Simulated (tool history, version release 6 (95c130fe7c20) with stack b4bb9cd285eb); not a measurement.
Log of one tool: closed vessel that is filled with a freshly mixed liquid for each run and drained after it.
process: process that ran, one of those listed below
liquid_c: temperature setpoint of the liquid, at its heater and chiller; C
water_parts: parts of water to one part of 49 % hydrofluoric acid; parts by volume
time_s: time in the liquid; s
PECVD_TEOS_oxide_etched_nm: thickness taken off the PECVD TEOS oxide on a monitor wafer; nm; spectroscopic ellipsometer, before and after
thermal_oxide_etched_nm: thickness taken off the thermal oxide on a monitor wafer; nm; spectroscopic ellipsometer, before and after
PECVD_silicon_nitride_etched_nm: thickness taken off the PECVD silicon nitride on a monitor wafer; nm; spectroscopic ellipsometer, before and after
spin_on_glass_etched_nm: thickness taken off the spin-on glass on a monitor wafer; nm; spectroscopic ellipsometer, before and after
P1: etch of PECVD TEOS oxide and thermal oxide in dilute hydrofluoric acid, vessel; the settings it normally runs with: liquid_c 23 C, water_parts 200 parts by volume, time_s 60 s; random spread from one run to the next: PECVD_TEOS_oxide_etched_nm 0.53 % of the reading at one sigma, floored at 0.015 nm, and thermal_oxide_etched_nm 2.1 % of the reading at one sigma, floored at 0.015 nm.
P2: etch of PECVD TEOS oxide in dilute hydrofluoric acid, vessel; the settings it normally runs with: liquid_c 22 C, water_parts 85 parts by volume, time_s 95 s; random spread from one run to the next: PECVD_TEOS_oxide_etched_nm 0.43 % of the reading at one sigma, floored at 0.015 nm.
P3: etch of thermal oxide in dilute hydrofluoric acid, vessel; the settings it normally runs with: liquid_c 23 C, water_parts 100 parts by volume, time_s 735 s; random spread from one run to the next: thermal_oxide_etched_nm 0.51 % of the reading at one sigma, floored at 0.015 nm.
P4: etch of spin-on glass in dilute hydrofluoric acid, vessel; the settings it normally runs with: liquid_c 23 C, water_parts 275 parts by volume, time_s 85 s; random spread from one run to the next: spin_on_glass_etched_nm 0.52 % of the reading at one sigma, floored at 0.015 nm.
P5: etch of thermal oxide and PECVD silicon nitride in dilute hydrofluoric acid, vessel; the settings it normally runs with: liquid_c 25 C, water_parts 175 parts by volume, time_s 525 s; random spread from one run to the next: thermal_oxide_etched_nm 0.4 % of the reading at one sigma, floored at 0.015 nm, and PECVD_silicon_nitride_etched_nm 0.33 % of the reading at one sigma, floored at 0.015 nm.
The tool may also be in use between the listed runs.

| run | day | process | liquid_c | water_parts | time_s | PECVD_TEOS_oxide_etched_nm | thermal_oxide_etched_nm | PECVD_silicon_nitride_etched_nm | spin_on_glass_etched_nm |
|---|---|---|---|---|---|---|---|---|---|
| 1 | 0.262 | P1 | 23 | 200 | 60 | 6.8045 | 1.2065 |  |  |
| 2 | 0.562 | P2 | 29 | 85 | 95 | 14.033 |  |  |  |
| 3 | 0.742 | P5 | 25 | 310 | 525 |  | 6.5045 | 4.5667 |  |
| 4 | 1.071 | P2 | 22 | 55 | 95 | 16.848 |  |  |  |
| 5 | 1.333 | P3 | 23 | 100 | 1365 |  | 62.278 |  |  |
| 6 | 1.554 | P1 | 19 | 200 | 95 | 9.3514 | 1.6424 |  |  |
| 7 | 1.708 | P1 | 17 | 200 | 110 | 10.003 | 1.6897 |  |  |
| 8 | 1.879 | P4 | 23 | 80 | 85 |  |  |  | 32.353 |
| 9 | 2.129 | P4 | 30.5 | 275 | 85 |  |  |  | 9.7943 |
| 10 | 2.346 | P1 | 23 | 200 | 30 | 3.4242 | 0.60683 |  |  |
| 11 | 2.567 | P4 | 23 | 275 | 85 |  |  |  | 7.5616 |
| 12 | 2.783 | P5 | 25 | 175 | 105 |  | 2.6371 | 1.5968 |  |
| 13 | 3.071 | P1 | 23 | 200 | 110 | 12.677 | 2.1834 |  |  |
| 14 | 3.3 | P1 | 23 | 200 | 60 | 6.8248 | 1.1948 |  |  |
| 15 | 3.55 | P2 | 22 | 85 | 95 | 10.559 |  |  |  |
| 16 | 3.821 | P4 | 23 | 275 | 30 |  |  |  | 2.6809 |
| 17 | 3.983 | P2 | 22 | 85 | 175 | 19.537 |  |  |  |
| 18 | 4.308 | P1 | 23 | 315 | 30 | 1.9488 | 0.31881 |  |  |
| 19 | 4.629 | P5 | 25 | 175 | 525 |  | 13.309 | 8.0357 |  |
| 20 | 4.817 | P3 | 23 | 100 | 735 |  | 33.198 |  |  |
| 21 | 4.971 | P1 | 23 | 55 | 60 | 29.896 | 5.1543 |  |  |
|  | 5.179 | hydrofluoric acid flow meter replaced |
| 22 | 5.275 | P2 | 22 | 85 | 95 | 10.605 |  |  |  |
| 23 | 5.5 | P3 | 30.5 | 100 | 735 |  | 44.473 |  |  |
| 24 | 5.762 | P1 | 23 | 360 | 60 | 3.2198 | 0.54847 |  |  |
| 25 | 5.938 | P3 | 23 | 100 | 735 |  | 33.479 |  |  |
| 26 | 6.254 | P1 | 30.5 | 200 | 60 | 8.9527 | 1.5623 |  |  |
| 27 | 6.517 | P5 | 29.5 | 175 | 525 |  | 15.558 | 10.688 |  |
| 28 | 6.775 | P1 | 23 | 200 | 60 | 6.8617 | 1.2028 |  |  |
| 29 | 7.021 | P1 | 17.5 | 200 | 60 | 5.4837 | 0.97553 |  |  |
| 30 | 7.354 | P1 | 23 | 200 | 60 | 6.8515 | 1.1768 |  |  |
| 31 | 7.504 | P3 | 23 | 170 | 735 |  | 18.155 |  |  |
| 32 | 7.817 | P5 | 25 | 175 | 525 |  | 13.262 | 8.0297 |  |
| 33 | 8.117 | P1 | 23 | 200 | 60 | 6.8798 | 1.2193 |  |  |
| 34 | 8.342 | P1 | 23 | 200 | 60 | 6.6949 | 1.1844 |  |  |
| 35 | 8.546 | P1 | 23 | 200 | 60 | 6.5835 | 1.0903 |  |  |
| 36 | 8.812 | P1 | 23 | 200 | 60 | 6.4669 | 1.1449 |  |  |
| 37 | 9.079 | P1 | 23 | 200 | 60 | 6.4582 | 1.112 |  |  |
| 38 | 9.288 | P1 | 23 | 200 | 60 | 6.4554 | 1.1834 |  |  |
| 39 | 9.612 | P1 | 23 | 200 | 60 | 6.3836 | 1.1069 |  |  |
| 40 | 9.825 | P1 | 23 | 200 | 60 | 6.4447 | 1.1244 |  |  |
| 41 | 10.071 | P1 | 23 | 200 | 60 | 6.3792 | 1.0997 |  |  |

P1 no longer gives what it gave before; its output has crept away from where it was. The following 2 causes, each at its listed size, fit the log equally well:
A: liquid colder than its thermometer reads (K) = 1.82
B: hydrofluoric acid flow below the setpoint (%) = 5.47
The gradual shift began around day 8.117.

Each of the 4 check runs below uses one wafer; its results are left as question marks. Which run tells the causes apart?
| check 1 | 10.317 | P2 | 25.5 | 85 | 170 | ? |  |  |  |
| check 2 | 10.317 | P4 | 27 | 275 | 30 |  |  |  | ? |
| check 3 | 10.317 | P3 | 23 | 165 | 1340 |  | ? |  |  |
| check 4 | 10.317 | P5 | 28 | 175 | 330 |  | ? | ? |  |

Predicted outcomes, by check and by cause:
| check | result | if A | if B |
|---|---|---|---|
| check 1 | PECVD_TEOS_oxide_etched_nm | 20.258 | 20.459 |
| check 2 | spin_on_glass_etched_nm | 2.8991 | 2.869 |
| check 3 | thermal_oxide_etched_nm | 31.909 | 32.023 |
| check 4 | thermal_oxide_etched_nm | 8.699 | 8.679 |
| check 4 | PECVD_silicon_nitride_etched_nm | 5.458 | 5.774 |
Separation of the two closest causes in each check, using whichever result separates them best: check 1 0.99 %; check 2 1.04 %; check 3 0.36 %; check 4 5.63 %
The other checks would show nearly matching results whichever cause is true, so check 4 is the only one that separates the causes.

Check 4 has now been run. It gave: thermal_oxide_etched_nm 8.6534 nm; PECVD_silicon_nitride_etched_nm 5.7913 nm. Which of the candidate causes is it?

B is the cause: hydrofluoric acid flow below the setpoint (%).

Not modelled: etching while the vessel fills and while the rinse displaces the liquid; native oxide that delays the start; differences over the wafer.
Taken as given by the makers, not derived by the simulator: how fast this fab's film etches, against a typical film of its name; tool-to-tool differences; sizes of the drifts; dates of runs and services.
